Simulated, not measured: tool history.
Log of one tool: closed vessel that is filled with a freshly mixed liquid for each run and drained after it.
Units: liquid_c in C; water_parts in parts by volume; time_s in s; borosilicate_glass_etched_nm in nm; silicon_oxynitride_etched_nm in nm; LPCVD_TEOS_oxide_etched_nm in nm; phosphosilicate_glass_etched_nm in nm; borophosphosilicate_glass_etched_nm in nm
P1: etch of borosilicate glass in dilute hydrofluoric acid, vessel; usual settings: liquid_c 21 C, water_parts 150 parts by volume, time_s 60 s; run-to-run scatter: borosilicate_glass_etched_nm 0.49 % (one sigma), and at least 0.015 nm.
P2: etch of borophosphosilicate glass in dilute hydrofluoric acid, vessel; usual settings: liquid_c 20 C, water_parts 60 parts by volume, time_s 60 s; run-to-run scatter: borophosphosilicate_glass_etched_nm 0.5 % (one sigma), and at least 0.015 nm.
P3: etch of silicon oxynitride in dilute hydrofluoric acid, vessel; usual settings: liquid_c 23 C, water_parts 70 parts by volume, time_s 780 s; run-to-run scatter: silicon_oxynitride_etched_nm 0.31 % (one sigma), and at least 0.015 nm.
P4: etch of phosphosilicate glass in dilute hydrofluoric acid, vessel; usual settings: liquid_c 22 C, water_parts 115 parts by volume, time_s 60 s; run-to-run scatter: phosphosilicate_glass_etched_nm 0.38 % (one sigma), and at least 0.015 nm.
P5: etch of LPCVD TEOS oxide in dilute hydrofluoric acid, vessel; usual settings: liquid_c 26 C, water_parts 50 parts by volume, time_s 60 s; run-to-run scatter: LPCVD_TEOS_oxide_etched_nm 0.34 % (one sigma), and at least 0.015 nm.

run	day	process	liquid_c	water_parts	time_s	hours since the thermometer was replaced	hours since the hydrofluoric acid flow meter was replaced	borosilicate_glass_etched_nm	silicon_oxynitride_etched_nm	LPCVD_TEOS_oxide_etched_nm	phosphosilicate_glass_etched_nm	borophosphosilicate_glass_etched_nm
1	0.475	P1	21	150	60	836.1	119.7	11.91				
2	0.833	P3	30	70	780	844.7	128.3		24.017			
3	1.304	P3	23	70	780	856	139.6		17.31			
4	1.783	P5	26	75	60	867.5	151.1			51.048		
5	2.117	P1	21	230	60	875.5	159.1	7.1271				
6	2.608	P1	21	150	60	887.3	170.9	11.986				
7	3.042	P1	17	150	60	897.7	181.3	10.216				
8	3.283	P4	22	115	30	903.5	187.1				46.815	
9	3.708	P5	33	50	60	913.7	197.3			105.43		
10	4.088	P2	20	60	60	922.8	206.4					35.543
11	4.533	P1	21	150	60	933.5	217.1	12				
12	4.95	P1	21	85	60	943.5	227.1	22.704				
13	5.321	P4	22	115	60	952.4	236				93.503	
14	5.788	P2	24	60	60	963.6	247.2					41.915
15	6.175	P1	21	150	30	972.9	256.5	5.9271				
16	6.6	P1	21	50	90	983.1	266.7	59.827				
17	6.954	P4	28	115	60	991.6	275.2				117.64	
# day 7.088: thermometer replaced
18	7.171	P1	21	150	60	2	280.4	11.84				
19	7.533	P1	21	150	60	10.7	289.1	11.872				
20	7.883	P3	23	70	780	19.1	297.5		17.343			
21	8.196	P2	20	60	110	26.6	305					65.547
# day 8.371: hydrofluoric acid flow meter replaced
22	8.492	P2	20	105	60	33.7	3					19.433
23	8.917	P3	23	70	1160	43.9	13.2		25.557			
24	9.275	P1	21	150	60	52.5	21.8	12.029				
25	9.638	P3	23	20	780	61.2	30.5		62.495			
26	9.933	P5	26	50	60	68.3	37.6			79.255		
27	10.171	P1	21	90	30	74	43.3	10.52				
28	10.546	P5	26	50	95	83	52.3			124.88		
29	10.946	P5	26	50	60	92.6	61.9			79.283		
30	11.204	P1	28	150	60	98.8	68.1	15.469				
31	11.504	P1	21	150	85	106	75.3	16.866				
32	11.838	P4	22	210	60	114	83.3				46.593	
33	12.312	P1	17	55	60	125.4	94.7	30.574				

Forecast run 34:
34	12.567	P1	21	150	60	131.5	100.8	?				

{"run 34": {"borosilicate_glass_etched_nm": 11.887}}
